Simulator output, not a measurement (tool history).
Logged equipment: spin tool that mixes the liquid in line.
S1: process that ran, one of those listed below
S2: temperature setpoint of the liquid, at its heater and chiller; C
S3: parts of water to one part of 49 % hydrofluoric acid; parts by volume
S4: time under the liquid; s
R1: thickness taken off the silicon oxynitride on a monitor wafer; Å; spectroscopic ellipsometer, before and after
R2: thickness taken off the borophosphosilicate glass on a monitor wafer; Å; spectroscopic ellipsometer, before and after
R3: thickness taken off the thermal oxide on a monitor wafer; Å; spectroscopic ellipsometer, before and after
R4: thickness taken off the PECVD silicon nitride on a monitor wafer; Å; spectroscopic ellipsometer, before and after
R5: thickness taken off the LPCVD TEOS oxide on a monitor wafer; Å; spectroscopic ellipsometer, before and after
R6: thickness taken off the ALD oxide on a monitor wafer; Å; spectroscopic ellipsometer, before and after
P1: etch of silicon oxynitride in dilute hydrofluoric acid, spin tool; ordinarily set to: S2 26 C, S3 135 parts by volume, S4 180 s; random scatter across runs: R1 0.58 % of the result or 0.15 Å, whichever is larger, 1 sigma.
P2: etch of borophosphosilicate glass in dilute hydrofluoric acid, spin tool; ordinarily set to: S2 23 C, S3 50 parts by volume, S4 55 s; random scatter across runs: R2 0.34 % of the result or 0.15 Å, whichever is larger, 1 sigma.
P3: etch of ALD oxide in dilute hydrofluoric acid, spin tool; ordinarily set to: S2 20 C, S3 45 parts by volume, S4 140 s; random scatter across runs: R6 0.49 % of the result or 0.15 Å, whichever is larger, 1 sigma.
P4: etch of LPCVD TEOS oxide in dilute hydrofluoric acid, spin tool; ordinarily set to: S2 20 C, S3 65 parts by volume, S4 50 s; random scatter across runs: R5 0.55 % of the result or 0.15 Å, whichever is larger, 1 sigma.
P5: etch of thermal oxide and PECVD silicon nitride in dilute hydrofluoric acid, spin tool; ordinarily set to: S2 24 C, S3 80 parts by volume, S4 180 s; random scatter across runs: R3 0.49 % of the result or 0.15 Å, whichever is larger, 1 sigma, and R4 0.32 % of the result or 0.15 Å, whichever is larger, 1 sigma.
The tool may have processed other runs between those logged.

run,hour,S1,S2,S3,S4,R1,R2,R3,R4,R5,R6
1,7.1,P1,26,135,180,43.973,,,,,
2,18.1,P1,26,135,180,44.279,,,,,
3,24.4,P2,23,50,20,,188.69,,,,
4,33.3,P2,23,50,55,,520.85,,,,
5,38.8,P5,18,80,180,,,86.156,52.747,,
6,48.9,P2,23,50,55,,521.01,,,,
7,55.6,P1,32.5,135,335,110.03,,,,,
8,62.1,P1,34,135,180,62.435,,,,,
9,72.3,P4,20,65,50,,,,,116.78,
10,83.7,P3,26.5,45,140,,,,,,732.01
11,90.8,P2,23,20,55,,1353.3,,,,
12,96.1,P4,20,65,15,,,,,34.582,
13,107.1,P1,21,135,180,34.892,,,,,
# hour 112.1: thermometer replaced
14,112.3,P1,26,215,180,25.751,,,,,
15,117.6,P1,26,135,340,82.935,,,,,
16,127.2,P1,26,135,180,43.703,,,,,
17,134.3,P3,20,75,140,,,,,,321.3
18,139.8,P1,26,135,180,44.499,,,,,
19,151.4,P4,24.5,65,50,,,,,138.26,
20,162.3,P1,26,135,15,3.6501,,,,,
21,168.1,P5,24,80,180,,,110.29,79.244,,
22,177.4,P2,29,50,55,,668.94,,,,
23,183.8,P1,26,40,180,162.46,,,,,
24,189.5,P4,20,65,50,,,,,115.86,
25,196.1,P4,20,25,50,,,,,316.97,
26,202.3,P3,20,45,140,,,,,,561.53
27,210.2,P5,24,40,180,,,231.37,156.25,,
28,221.1,P5,24,80,275,,,168.97,122.36,,
29,230.5,P1,26,135,180,44.078,,,,,
30,238.9,P3,20,45,45,,,,,,178.92
31,246.2,P1,26,135,180,44.865,,,,,
32,254.4,P1,26,135,180,42.241,,,,,
33,262.5,P1,26,135,180,41.905,,,,,
34,268.4,P1,26,135,180,40.45,,,,,
35,278.4,P1,26,135,180,40.397,,,,,
36,287.1,P1,26,135,180,39.876,,,,,
37,298.3,P1,26,135,180,39.624,,,,,
38,303.8,P1,26,135,180,39.761,,,,,
39,309.9,P1,26,135,180,39.277,,,,,

Something has made what P1 gives creep away from where it was; the 2 causes below, each at its own stated size, fit the log equally well:
A: liquid colder than its thermometer reads (K) = 2.29
B: hydrofluoric acid flow below the setpoint (%) = 8.92
The process output started creeping at around hour 246.2.

Question marks stand in for the results of the 4 check runs listed below, each run on one wafer. Under which run would the listed causes show clearly different results?
check 1,316,P5,24,80,180,,,?,?,,
check 2,316,P2,23,50,55,,?,,,,
check 3,316,P3,20,45,140,,,,,,?
check 4,316,P4,20,65,50,,,,,?,

What each check would give under each cause:
check,result,if A,if B
check 1,R3,100.54,99.519
check 1,R4,68.283,72.623
check 2,R2,473.81,471.94
check 3,R6,505.97,505.81
check 4,R5,105.03,104.64
Gap, in per cent, between the two causes that each check separates least, read from the result that separates them most: check 1 6.16 %; check 2 0.4 %; check 3 0.03 %; check 4 0.38 %
Check 1 is the one run that separates the causes; every other check would come out nearly the same whichever cause is at work.

Running check 1 produced the following: R3 100.67 Å; R4 67.849 Å. Which one of the listed causes fits?

It was cause A: liquid colder than its thermometer reads (K).

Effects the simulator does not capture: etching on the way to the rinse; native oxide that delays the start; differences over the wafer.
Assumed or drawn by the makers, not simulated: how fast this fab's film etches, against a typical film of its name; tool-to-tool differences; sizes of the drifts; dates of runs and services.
